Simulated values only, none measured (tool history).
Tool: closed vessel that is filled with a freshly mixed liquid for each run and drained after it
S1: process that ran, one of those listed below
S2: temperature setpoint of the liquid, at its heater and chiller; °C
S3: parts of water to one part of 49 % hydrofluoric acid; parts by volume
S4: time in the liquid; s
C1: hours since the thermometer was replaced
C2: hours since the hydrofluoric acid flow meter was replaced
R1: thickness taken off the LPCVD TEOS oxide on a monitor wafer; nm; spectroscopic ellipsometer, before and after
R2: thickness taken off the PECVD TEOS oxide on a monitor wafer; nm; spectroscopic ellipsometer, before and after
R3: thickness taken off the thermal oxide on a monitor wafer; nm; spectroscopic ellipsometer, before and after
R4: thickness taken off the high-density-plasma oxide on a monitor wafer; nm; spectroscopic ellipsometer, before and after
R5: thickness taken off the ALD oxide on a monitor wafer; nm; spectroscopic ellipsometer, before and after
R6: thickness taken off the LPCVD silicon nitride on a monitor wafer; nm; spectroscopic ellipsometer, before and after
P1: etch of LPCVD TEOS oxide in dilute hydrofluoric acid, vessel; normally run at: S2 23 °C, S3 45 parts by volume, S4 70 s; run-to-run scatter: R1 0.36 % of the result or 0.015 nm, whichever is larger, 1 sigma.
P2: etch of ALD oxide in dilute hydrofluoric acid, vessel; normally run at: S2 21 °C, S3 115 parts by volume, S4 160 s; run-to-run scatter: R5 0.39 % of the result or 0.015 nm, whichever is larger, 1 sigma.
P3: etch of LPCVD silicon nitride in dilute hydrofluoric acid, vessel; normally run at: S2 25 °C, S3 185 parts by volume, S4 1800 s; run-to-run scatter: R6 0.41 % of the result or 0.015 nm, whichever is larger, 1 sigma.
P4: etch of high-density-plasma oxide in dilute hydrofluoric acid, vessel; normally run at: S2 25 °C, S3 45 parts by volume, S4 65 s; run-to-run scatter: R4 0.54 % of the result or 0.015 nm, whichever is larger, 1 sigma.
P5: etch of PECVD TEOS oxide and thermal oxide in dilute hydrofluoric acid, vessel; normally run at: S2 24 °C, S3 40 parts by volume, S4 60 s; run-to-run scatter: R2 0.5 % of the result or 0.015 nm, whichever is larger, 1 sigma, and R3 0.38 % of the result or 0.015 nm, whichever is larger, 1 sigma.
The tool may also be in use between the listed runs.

{"run": 1, "hour": 6.7, "S1": "P1", "S2": 23, "S3": 45, "S4": 70, "C1": 570, "C2": 518.3, "R1": 27.428}
{"run": 2, "hour": 11.5, "S1": "P5", "S2": 24, "S3": 40, "S4": 60, "C1": 574.8, "C2": 523.1, "R2": 32.48, "R3": 7.7093}
{"run": 3, "hour": 15.4, "S1": "P1", "S2": 23, "S3": 45, "S4": 110, "C1": 578.7, "C2": 527, "R1": 42.938}
{"run": 4, "hour": 21.7, "S1": "P4", "S2": 25, "S3": 45, "S4": 65, "C1": 585, "C2": 533.3, "R4": 10.215}
{"run": 5, "hour": 25.1, "S1": "P2", "S2": 21, "S3": 115, "S4": 310, "C1": 588.4, "C2": 536.7, "R5": 38.773}
{"run": 6, "hour": 28.9, "S1": "P3", "S2": 25, "S3": 185, "S4": 1800, "C1": 592.2, "C2": 540.5, "R6": 5.6798}
{"run": 7, "hour": 35.6, "S1": "P2", "S2": 21, "S3": 115, "S4": 160, "C1": 598.9, "C2": 547.2, "R5": 20.114}
{"run": 8, "hour": 40.8, "S1": "P2", "S2": 21, "S3": 50, "S4": 160, "C1": 604.1, "C2": 552.4, "R5": 50.028}
{"run": 9, "hour": 47.2, "S1": "P5", "S2": 17.5, "S3": 40, "S4": 60, "C1": 610.5, "C2": 558.8, "R2": 24.823, "R3": 5.8177}
{"run": 10, "hour": 53.5, "S1": "P4", "S2": 25, "S3": 20, "S4": 65, "C1": 616.8, "C2": 565.1, "R4": 23.913}
{"run": 11, "hour": 57.7, "S1": "P1", "S2": 30, "S3": 45, "S4": 70, "C1": 621, "C2": 569.3, "R1": 36.182}
{"run": 12, "hour": 61.9, "S1": "P3", "S2": 25, "S3": 50, "S4": 1800, "C1": 625.2, "C2": 573.5, "R6": 20.734}
{"run": 13, "hour": 66.0, "S1": "P2", "S2": 17, "S3": 115, "S4": 160, "C1": 629.3, "C2": 577.6, "R5": 17.119}
{"run": 14, "hour": 72.1, "S1": "P1", "S2": 23, "S3": 45, "S4": 70, "C1": 635.4, "C2": 583.7, "R1": 27.214}
{"run": 15, "hour": 78.3, "S1": "P1", "S2": 29.5, "S3": 20, "S4": 70, "C1": 641.6, "C2": 589.9, "R1": 83.104}
{"run": 16, "hour": 83.2, "S1": "P4", "S2": 25, "S3": 45, "S4": 35, "C1": 646.5, "C2": 594.8, "R4": 5.4483}
{"run": 17, "hour": 88.8, "S1": "P5", "S2": 24, "S3": 20, "S4": 60, "C1": 652.1, "C2": 600.4, "R2": 66.658, "R3": 15.929}
{"run": 18, "hour": 92.9, "S1": "P5", "S2": 24, "S3": 40, "S4": 30, "C1": 656.2, "C2": 604.5, "R2": 16.294, "R3": 3.8674}
{"run": 19, "hour": 100.1, "S1": "P3", "S2": 25, "S3": 185, "S4": 3365, "C1": 663.4, "C2": 611.7, "R6": 10.671}
{"run": 20, "hour": 105.7, "S1": "P1", "S2": 23, "S3": 45, "S4": 70, "C1": 669, "C2": 617.3, "R1": 27.385}
{"run": 21, "hour": 110.8, "S1": "P2", "S2": 21, "S3": 115, "S4": 160, "C1": 674.1, "C2": 622.4, "R5": 20.003}
{"run": 22, "hour": 115.3, "S1": "P1", "S2": 23, "S3": 60, "S4": 70, "C1": 678.6, "C2": 626.9, "R1": 19.983}
{"run": 23, "hour": 119.6, "S1": "P1", "S2": 23, "S3": 45, "S4": 70, "C1": 682.9, "C2": 631.2, "R1": 27.304}
{"run": 24, "hour": 123.9, "S1": "P1", "S2": 23, "S3": 25, "S4": 70, "C1": 687.2, "C2": 635.5, "R1": 50.877}
{"run": 25, "hour": 128.5, "S1": "P1", "S2": 17, "S3": 60, "S4": 70, "C1": 691.8, "C2": 640.1, "R1": 15.525}
{"run": 26, "hour": 135.4, "S1": "P1", "S2": 23, "S3": 45, "S4": 70, "C1": 698.7, "C2": 647, "R1": 27.295}
{"run": 27, "hour": 141.0, "S1": "P1", "S2": 23, "S3": 45, "S4": 70, "C1": 704.3, "C2": 652.6, "R1": 27.383}
{"run": 28, "hour": 145.4, "S1": "P1", "S2": 17.5, "S3": 45, "S4": 70, "C1": 708.7, "C2": 657, "R1": 21.575}
{"run": 29, "hour": 151.7, "S1": "P1", "S2": 23, "S3": 45, "S4": 30, "C1": 715, "C2": 663.3, "R1": 11.669}
{"run": 30, "hour": 157.0, "S1": "P3", "S2": 18.5, "S3": 185, "S4": 1800, "C1": 720.3, "C2": 668.6, "R6": 3.7573}
{"run": 31, "hour": 164.1, "S1": "P1", "S2": 19, "S3": 60, "S4": 70, "C1": 727.4, "C2": 675.7, "R1": 17.026}
{"run": 32, "hour": 168.4, "S1": "P4", "S2": 32, "S3": 45, "S4": 65, "C1": 731.7, "C2": 680, "R4": 13.49}
{"run": 33, "hour": 175.3, "S1": "P1", "S2": 23, "S3": 45, "S4": 70, "C1": 738.6, "C2": 686.9, "R1": 27.364}
{"run": 34, "hour": 182.0, "S1": "P1", "S2": 23, "S3": 45, "S4": 70, "C1": 745.3, "C2": 693.6, "R1": 28.516}
{"run": 35, "hour": 189.0, "S1": "P1", "S2": 23, "S3": 45, "S4": 70, "C1": 752.3, "C2": 700.6, "R1": 29.188}
{"run": 36, "hour": 192.8, "S1": "P1", "S2": 23, "S3": 45, "S4": 70, "C1": 756.1, "C2": 704.4, "R1": 29.625}
{"run": 37, "hour": 196.9, "S1": "P1", "S2": 23, "S3": 45, "S4": 70, "C1": 760.2, "C2": 708.5, "R1": 29.889}
{"run": 38, "hour": 201.0, "S1": "P1", "S2": 23, "S3": 45, "S4": 70, "C1": 764.3, "C2": 712.6, "R1": 29.852}
{"run": 39, "hour": 204.9, "S1": "P1", "S2": 23, "S3": 45, "S4": 70, "C1": 768.2, "C2": 716.5, "R1": 29.694}
{"run": 40, "hour": 208.9, "S1": "P1", "S2": 23, "S3": 45, "S4": 70, "C1": 772.2, "C2": 720.5, "R1": 30.039}
{"run": 41, "hour": 212.2, "S1": "P1", "S2": 23, "S3": 45, "S4": 70, "C1": 775.5, "C2": 723.8, "R1": 30.073}
{"run": 42, "hour": 218.5, "S1": "P1", "S2": 23, "S3": 45, "S4": 70, "C1": 781.8, "C2": 730.1, "R1": 30.028}

What P1 gives has crept away from where it was. These 2 causes fit the log equally well, each at the size given:
A: liquid hotter than its thermometer reads (K) = 2.36
B: hydrofluoric acid flow above the setpoint (%) = 9.64
The creep began at about hour 175.3.

4 check runs are offered, one wafer each, their results left as question marks. Which one tells the causes apart?
{"run": "check 1", "hour": 224.8, "S1": "P5", "S2": 24, "S3": 25, "S4": 30, "R2": "?", "R3": "?"}
{"run": "check 2", "hour": 224.8, "S1": "P2", "S2": 17, "S3": 115, "S4": 160, "R5": "?"}
{"run": "check 3", "hour": 224.8, "S1": "P3", "S2": 25, "S3": 185, "S4": 3080, "R6": "?"}
{"run": "check 4", "hour": 224.8, "S1": "P4", "S2": 25, "S3": 20, "S4": 65, "R4": "?"}

What each check would give under each cause:
check=check_1 result=R2 if_A=29.315 if_B=29.22
check=check_1 result=R3 if_A=6.9696 if_B=6.9469
check=check_2 result=R5 if_A=18.803 if_B=18.892
check=check_3 result=R6 if_A=11.263 if_B=10.653
check=check_4 result=R4 if_A=26.174 if_B=26.083
How far apart the two closest causes lie, in the result that separates them most: check 1 0.33 %; check 2 0.47 %; check 3 5.56 %; check 4 0.35 %
Check 3 tells the causes apart: in the others they would give nearly the same result.

Then check 3 was run and gave: R6 11.193 nm. Which cause is it?

It is A: liquid hotter than its thermometer reads (K).
